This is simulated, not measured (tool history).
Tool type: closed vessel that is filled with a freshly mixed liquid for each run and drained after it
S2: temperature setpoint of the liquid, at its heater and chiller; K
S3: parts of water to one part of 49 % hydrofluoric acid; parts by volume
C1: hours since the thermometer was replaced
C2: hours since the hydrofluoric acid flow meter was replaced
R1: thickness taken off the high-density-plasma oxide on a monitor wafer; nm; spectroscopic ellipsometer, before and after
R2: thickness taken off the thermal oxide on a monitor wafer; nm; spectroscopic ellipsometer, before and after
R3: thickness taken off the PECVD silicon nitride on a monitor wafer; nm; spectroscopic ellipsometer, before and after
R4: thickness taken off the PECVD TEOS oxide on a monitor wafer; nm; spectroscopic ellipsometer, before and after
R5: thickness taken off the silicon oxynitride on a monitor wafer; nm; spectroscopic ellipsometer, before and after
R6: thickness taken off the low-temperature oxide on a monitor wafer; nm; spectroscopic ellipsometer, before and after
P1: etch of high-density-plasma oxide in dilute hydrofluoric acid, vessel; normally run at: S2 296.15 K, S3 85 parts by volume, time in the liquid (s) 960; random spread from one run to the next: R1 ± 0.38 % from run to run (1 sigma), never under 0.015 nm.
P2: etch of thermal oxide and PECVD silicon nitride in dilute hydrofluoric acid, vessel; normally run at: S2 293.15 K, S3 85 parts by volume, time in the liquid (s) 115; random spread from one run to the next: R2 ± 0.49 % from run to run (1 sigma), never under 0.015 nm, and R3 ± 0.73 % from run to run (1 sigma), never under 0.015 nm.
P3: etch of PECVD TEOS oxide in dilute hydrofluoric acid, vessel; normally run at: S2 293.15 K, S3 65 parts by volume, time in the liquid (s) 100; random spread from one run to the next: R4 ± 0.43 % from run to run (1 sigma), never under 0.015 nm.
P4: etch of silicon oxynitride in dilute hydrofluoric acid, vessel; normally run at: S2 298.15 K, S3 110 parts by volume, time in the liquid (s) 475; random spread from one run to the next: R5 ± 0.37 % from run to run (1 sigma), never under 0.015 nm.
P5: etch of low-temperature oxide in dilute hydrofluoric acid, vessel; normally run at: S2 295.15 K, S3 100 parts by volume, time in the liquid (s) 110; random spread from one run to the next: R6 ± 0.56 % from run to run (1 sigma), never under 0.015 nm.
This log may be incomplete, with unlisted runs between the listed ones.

run 1 hour=11.7 | process_that_ran=P1 S2=296.15 S3=85 time_in_the_liquid_(s)=960 | C1=2094.8 C2=323.8 | R1=56.721
run 2 hour=26.4 | process_that_ran=P1 S2=296.15 S3=85 time_in_the_liquid_(s)=1570 | C1=2109.5 C2=338.5 | R1=92.313
run 3 hour=36.7 | process_that_ran=P1 S2=296.15 S3=85 time_in_the_liquid_(s)=960 | C1=2119.8 C2=348.8 | R1=56.318
run 4 hour=50.0 | process_that_ran=P1 S2=296.15 S3=85 time_in_the_liquid_(s)=960 | C1=2133.1 C2=362.1 | R1=56.267
run 5 hour=64.4 | process_that_ran=P2 S2=290.15 S3=85 time_in_the_liquid_(s)=115 | C1=2147.5 C2=376.5 | R2=4.878 R3=2.3947
run 6 hour=74.0 | process_that_ran=P1 S2=300.65 S3=85 time_in_the_liquid_(s)=215 | C1=2157.1 C2=386.1 | R1=15.175
run 7 hour=88.6 | process_that_ran=P1 S2=296.15 S3=85 time_in_the_liquid_(s)=960 | C1=2171.7 C2=400.7 | R1=56.815
run 8 hour=100.5 | process_that_ran=P3 S2=293.15 S3=65 time_in_the_liquid_(s)=100 | C1=2183.6 C2=412.6 | R4=20.452
run 9 hour=118.4 | process_that_ran=P4 S2=305.65 S3=110 time_in_the_liquid_(s)=475 | C1=2201.5 C2=430.5 | R5=19.9040
run 10 hour=126.2 | process_that_ran=P4 S2=298.15 S3=110 time_in_the_liquid_(s)=475 | C1=2209.3 C2=438.3 | R5=14.1320
run 11 hour=136.0 | process_that_ran=P1 S2=301.65 S3=85 time_in_the_liquid_(s)=265 | C1=2219.1 C2=448.1 | R1=19.170
run 12 hour=148.8 | process_that_ran=P5 S2=295.15 S3=100 time_in_the_liquid_(s)=110 | C1=2231.9 C2=460.9 | R6=19.406
run 13 hour=156.6 | process_that_ran=P3 S2=290.15 S3=65 time_in_the_liquid_(s)=100 | C1=2239.7 C2=468.7 | R4=17.845
run 14 hour=168.6 | process_that_ran=P1 S2=296.15 S3=85 time_in_the_liquid_(s)=960 | C1=2251.7 C2=480.7 | R1=56.440
run 15 hour=177.4 | process_that_ran=P4 S2=298.15 S3=165 time_in_the_liquid_(s)=475 | C1=2260.5 C2=489.5 | R5=8.9544
run 16 hour=185.9 | process_that_ran=P1 S2=300.65 S3=85 time_in_the_liquid_(s)=960 | C1=2269.0 C2=498.0 | R1=67.758
run 17 hour=198.5 | process_that_ran=P2 S2=293.15 S3=35 time_in_the_liquid_(s)=115 | C1=2281.6 C2=510.6 | R2=14.183 R3=6.9805
run 18 hour=206.8 | process_that_ran=P3 S2=293.15 S3=65 time_in_the_liquid_(s)=30 | C1=2289.9 C2=518.9 | R4=6.125
run 19 hour=223.1 | process_that_ran=P5 S2=295.15 S3=100 time_in_the_liquid_(s)=110 | C1=2306.2 C2=535.2 | R6=19.669
run 20 hour=232.5 | process_that_ran=P1 S2=302.65 S3=25 time_in_the_liquid_(s)=960 | C1=2315.6 C2=544.6 | R1=271.440
run 21 hour=248.6 | process_that_ran=P1 S2=296.15 S3=125 time_in_the_liquid_(s)=960 | C1=2331.7 C2=560.7 | R1=36.626
run 22 hour=259.8 | process_that_ran=P1 S2=296.15 S3=50 time_in_the_liquid_(s)=960 | C1=2342.9 C2=571.9 | R1=100.110
run 23 hour=275.7 | process_that_ran=P1 S2=296.15 S3=85 time_in_the_liquid_(s)=295 | C1=2358.8 C2=587.8 | R1=17.315
run 24 hour=283.6 | process_that_ran=P1 S2=296.15 S3=85 time_in_the_liquid_(s)=960 | C1=2366.7 C2=595.7 | R1=56.480
run 25 hour=292.0 | process_that_ran=P5 S2=300.65 S3=100 time_in_the_liquid_(s)=110 | C1=2375.1 C2=604.1 | R6=24.028
run 26 hour=301.7 | process_that_ran=P1 S2=291.15 S3=85 time_in_the_liquid_(s)=960 | C1=2384.8 C2=613.8 | R1=45.742
run 27 hour=317.8 | process_that_ran=P5 S2=295.15 S3=100 time_in_the_liquid_(s)=175 | C1=2400.9 C2=629.9 | R6=31.020

Estimate the outcome of run 28 from the log above:
run 28 hour=326.0 | process_that_ran=P4 S2=298.15 S3=110 time_in_the_liquid_(s)=90 | C1=2409.1 C2=638.1 | R5=?

Logged for run 28: R5 2.6740 nm.
